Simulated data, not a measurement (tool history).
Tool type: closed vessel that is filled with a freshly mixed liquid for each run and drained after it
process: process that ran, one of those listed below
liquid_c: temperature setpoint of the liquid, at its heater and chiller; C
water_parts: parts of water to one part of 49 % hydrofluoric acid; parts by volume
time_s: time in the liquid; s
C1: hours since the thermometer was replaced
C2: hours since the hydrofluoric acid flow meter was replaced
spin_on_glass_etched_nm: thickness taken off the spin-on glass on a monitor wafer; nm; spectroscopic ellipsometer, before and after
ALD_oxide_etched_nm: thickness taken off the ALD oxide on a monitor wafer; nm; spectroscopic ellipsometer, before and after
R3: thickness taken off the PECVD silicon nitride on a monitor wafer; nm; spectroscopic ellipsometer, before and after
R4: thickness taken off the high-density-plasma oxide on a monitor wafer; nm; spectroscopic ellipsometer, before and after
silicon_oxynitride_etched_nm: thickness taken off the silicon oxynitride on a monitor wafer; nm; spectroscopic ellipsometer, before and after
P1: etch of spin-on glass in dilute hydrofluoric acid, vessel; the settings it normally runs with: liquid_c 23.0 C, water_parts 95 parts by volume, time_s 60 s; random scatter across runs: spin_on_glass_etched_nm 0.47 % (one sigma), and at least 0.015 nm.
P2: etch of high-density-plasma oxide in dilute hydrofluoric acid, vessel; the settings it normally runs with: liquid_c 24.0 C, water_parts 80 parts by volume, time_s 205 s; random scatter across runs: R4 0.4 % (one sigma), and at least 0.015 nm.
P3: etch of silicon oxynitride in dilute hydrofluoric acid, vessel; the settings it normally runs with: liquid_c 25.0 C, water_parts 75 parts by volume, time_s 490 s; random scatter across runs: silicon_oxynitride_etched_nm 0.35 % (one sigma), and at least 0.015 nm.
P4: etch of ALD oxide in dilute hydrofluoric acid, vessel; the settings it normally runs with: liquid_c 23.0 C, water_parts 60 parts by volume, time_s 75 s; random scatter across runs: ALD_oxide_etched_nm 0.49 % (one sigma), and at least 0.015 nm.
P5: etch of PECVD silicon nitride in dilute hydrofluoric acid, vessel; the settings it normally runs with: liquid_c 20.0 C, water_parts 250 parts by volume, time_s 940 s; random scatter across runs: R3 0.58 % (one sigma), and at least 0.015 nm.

Run 1, day 0.267: process P1, liquid_c 23.0 C, water_parts 95 parts by volume, time_s 60 s; C1 897.2; C2 962.8. Result: spin_on_glass_etched_nm 25.477 nm.
Run 2, day 0.775: process P4, liquid_c 17.0 C, water_parts 60 parts by volume, time_s 75 s; C1 909.4; C2 975.0. Result: ALD_oxide_etched_nm 9.7748 nm.
Run 3, day 1.071: process P1, liquid_c 23.0 C, water_parts 95 parts by volume, time_s 60 s; C1 916.5; C2 982.1. Result: spin_on_glass_etched_nm 25.459 nm.
Run 4, day 1.667: process P1, liquid_c 23.0 C, water_parts 95 parts by volume, time_s 30 s; C1 930.8; C2 996.4. Result: spin_on_glass_etched_nm 12.646 nm.
Run 5, day 2.029: process P1, liquid_c 29.5 C, water_parts 95 parts by volume, time_s 60 s; C1 939.5; C2 1005.1. Result: spin_on_glass_etched_nm 32.480 nm.
Run 6, day 2.454: process P1, liquid_c 23.0 C, water_parts 95 parts by volume, time_s 60 s; C1 949.7; C2 1015.3. Result: spin_on_glass_etched_nm 25.391 nm.
Run 7, day 2.808: process P4, liquid_c 23.0 C, water_parts 60 parts by volume, time_s 115 s; C1 958.2; C2 1023.8. Result: ALD_oxide_etched_nm 19.4490 nm.
Run 8, day 3.196: process P5, liquid_c 20.0 C, water_parts 250 parts by volume, time_s 50 s; C1 967.5; C2 1033.1. Result: R3 0.26934 nm.
Run 9, day 3.608: process P2, liquid_c 24.0 C, water_parts 20 parts by volume, time_s 205 s; C1 977.4; C2 1043.0. Result: R4 76.838 nm.
Run 10, day 3.942: process P3, liquid_c 30.5 C, water_parts 75 parts by volume, time_s 490 s; C1 985.4; C2 1051.0. Result: silicon_oxynitride_etched_nm 13.0630 nm.
Run 11, day 4.262: process P2, liquid_c 24.0 C, water_parts 80 parts by volume, time_s 205 s; C1 993.1; C2 1058.7. Result: R4 17.785 nm.
Run 12, day 4.688: process P5, liquid_c 27.5 C, water_parts 250 parts by volume, time_s 940 s; C1 1003.3; C2 1068.9. Result: R3 7.89530 nm.
Run 13, day 5.079: process P5, liquid_c 20.0 C, water_parts 250 parts by volume, time_s 940 s; C1 1012.7; C2 1078.3. Result: R3 5.00030 nm.
Run 14, day 5.404: process P2, liquid_c 27.5 C, water_parts 80 parts by volume, time_s 205 s; C1 1020.5; C2 1086.1. Result: R4 20.590 nm.
Run 15, day 5.775: process P4, liquid_c 23.0 C, water_parts 20 parts by volume, time_s 75 s; C1 1029.4; C2 1095.0. Result: ALD_oxide_etched_nm 39.7840 nm.
Run 16, day 6.304: process P1, liquid_c 18.0 C, water_parts 95 parts by volume, time_s 60 s; C1 1042.1; C2 1107.7. Result: spin_on_glass_etched_nm 20.705 nm.
Run 17, day 6.921: process P1, liquid_c 23.0 C, water_parts 95 parts by volume, time_s 60 s; C1 1056.9; C2 1122.5. Result: spin_on_glass_etched_nm 25.470 nm.
Run 18, day 7.408: process P2, liquid_c 24.0 C, water_parts 80 parts by volume, time_s 205 s; C1 1068.6; C2 1134.2. Result: R4 17.901 nm.
Run 19, day 7.712: process P3, liquid_c 25.0 C, water_parts 75 parts by volume, time_s 490 s; C1 1075.9; C2 1141.5. Result: silicon_oxynitride_etched_nm 10.0660 nm.
Run 20, day 8.183: process P1, liquid_c 23.0 C, water_parts 95 parts by volume, time_s 90 s; C1 1087.2; C2 1152.8. Result: spin_on_glass_etched_nm 38.119 nm.
Run 21, day 8.729: process P1, liquid_c 23.0 C, water_parts 95 parts by volume, time_s 60 s; C1 1100.3; C2 1165.9. Result: spin_on_glass_etched_nm 25.303 nm.
Run 22, day 9.162: process P5, liquid_c 20.0 C, water_parts 250 parts by volume, time_s 940 s; C1 1110.7; C2 1176.3. Result: R3 5.00280 nm.
Run 23, day 9.767: process P3, liquid_c 25.0 C, water_parts 75 parts by volume, time_s 490 s; C1 1125.2; C2 1190.8. Result: silicon_oxynitride_etched_nm 10.1560 nm.
Run 24, day 10.204: process P4, liquid_c 23.0 C, water_parts 60 parts by volume, time_s 75 s; C1 1135.7; C2 1201.3. Result: ALD_oxide_etched_nm 12.6670 nm.
Run 25, day 10.512: process P1, liquid_c 17.0 C, water_parts 95 parts by volume, time_s 30 s; C1 1143.1; C2 1208.7. Result: spin_on_glass_etched_nm 10.010 nm.
Run 26, day 11.012: process P1, liquid_c 23.0 C, water_parts 150 parts by volume, time_s 60 s; C1 1155.1; C2 1220.7. Result: spin_on_glass_etched_nm 15.274 nm.
Run 27, day 11.588: process P5, liquid_c 20.0 C, water_parts 100 parts by volume, time_s 940 s; C1 1168.9; C2 1234.5. Result: R3 12.06500 nm.
Run 28, day 11.983: process P1, liquid_c 19.0 C, water_parts 95 parts by volume, time_s 105 s; C1 1178.4; C2 1244.0. Result: spin_on_glass_etched_nm 38.018 nm.
Run 29, day 12.254: process P1, liquid_c 23.0 C, water_parts 95 parts by volume, time_s 60 s; C1 1184.9; C2 1250.5. Result: spin_on_glass_etched_nm 25.568 nm.
Run 30, day 12.579: process P3, liquid_c 25.0 C, water_parts 140 parts by volume, time_s 490 s; C1 1192.7; C2 1258.3. Result: silicon_oxynitride_etched_nm 5.1180 nm.
Run 31, day 12.954: process P2, liquid_c 24.0 C, water_parts 80 parts by volume, time_s 385 s; C1 1201.7; C2 1267.3. Result: R4 33.684 nm.
Run 32, day 13.404: process P1, liquid_c 23.0 C, water_parts 25 parts by volume, time_s 60 s; C1 1212.5; C2 1278.1. Result: spin_on_glass_etched_nm 105.700 nm.
Run 33, day 13.712: process P3, liquid_c 25.0 C, water_parts 75 parts by volume, time_s 150 s; C1 1219.9; C2 1285.5. Result: silicon_oxynitride_etched_nm 3.0981 nm.
Run 34, day 14.242: process P1, liquid_c 23.0 C, water_parts 95 parts by volume, time_s 60 s; C1 1232.6; C2 1298.2. Result: spin_on_glass_etched_nm 25.499 nm.
Run 35, day 14.558: process P1, liquid_c 23.0 C, water_parts 95 parts by volume, time_s 60 s; C1 1240.2; C2 1305.8. Result: spin_on_glass_etched_nm 25.793 nm.
Run 36, day 15.138: process P1, liquid_c 23.0 C, water_parts 95 parts by volume, time_s 60 s; C1 1254.1; C2 1319.7. Result: spin_on_glass_etched_nm 26.632 nm.
Run 37, day 15.562: process P1, liquid_c 23.0 C, water_parts 95 parts by volume, time_s 60 s; C1 1264.3; C2 1329.9. Result: spin_on_glass_etched_nm 26.598 nm.
Run 38, day 15.850: process P1, liquid_c 23.0 C, water_parts 95 parts by volume, time_s 60 s; C1 1271.2; C2 1336.8. Result: spin_on_glass_etched_nm 26.739 nm.
Run 39, day 16.425: process P1, liquid_c 23.0 C, water_parts 95 parts by volume, time_s 60 s; C1 1285.0; C2 1350.6. Result: spin_on_glass_etched_nm 26.846 nm.
Run 40, day 16.825: process P1, liquid_c 23.0 C, water_parts 95 parts by volume, time_s 60 s; C1 1294.6; C2 1360.2. Result: spin_on_glass_etched_nm 27.050 nm.

P1 has crept away from where it was. The log is fitted equally well by each of these 2 causes, at the sizes shown:
A: hydrofluoric acid flow above the setpoint (%) = 5.26
B: liquid hotter than its thermometer reads (K) = 1.43
The gradual shift began around day 14.242.

Which of the 4 check runs listed below, each an average over 2 wafers with its results shown as question marks, gives clearly different results under the different listed causes?
Run check 1, day 17.225: process P5, liquid_c 20.0 C, water_parts 140 parts by volume, time_s 340 s. Result: R3 ?.
Run check 2, day 17.225: process P2, liquid_c 24.0 C, water_parts 45 parts by volume, time_s 365 s. Result: R4 ?.
Run check 3, day 17.225: process P3, liquid_c 25.0 C, water_parts 135 parts by volume, time_s 180 s. Result: silicon_oxynitride_etched_nm ?.
Run check 4, day 17.225: process P4, liquid_c 23.0 C, water_parts 25 parts by volume, time_s 75 s. Result: ALD_oxide_etched_nm ?.

What every check run would give for each of its results, assuming each possible cause in turn:
  check                        result     if A     if B
check 1                            R3  3.30480  3.45790
check 2                            R4   62.541   62.821
check 3  silicon_oxynitride_etched_nm   2.0711   2.0881
check 4           ALD_oxide_etched_nm  33.5130  33.7580
How far apart the two closest causes lie, in the result that separates them most: check 1 4.53 %; check 2 0.45 %; check 3 0.82 %; check 4 0.73 %
The causes can be told apart only by check 1. The other checks would give nearly the same results under each of them.

Here is what check 1 returned: R3 3.44460 nm. Which cause is it?

Of the candidate causes, it is B: liquid hotter than its thermometer reads (K).
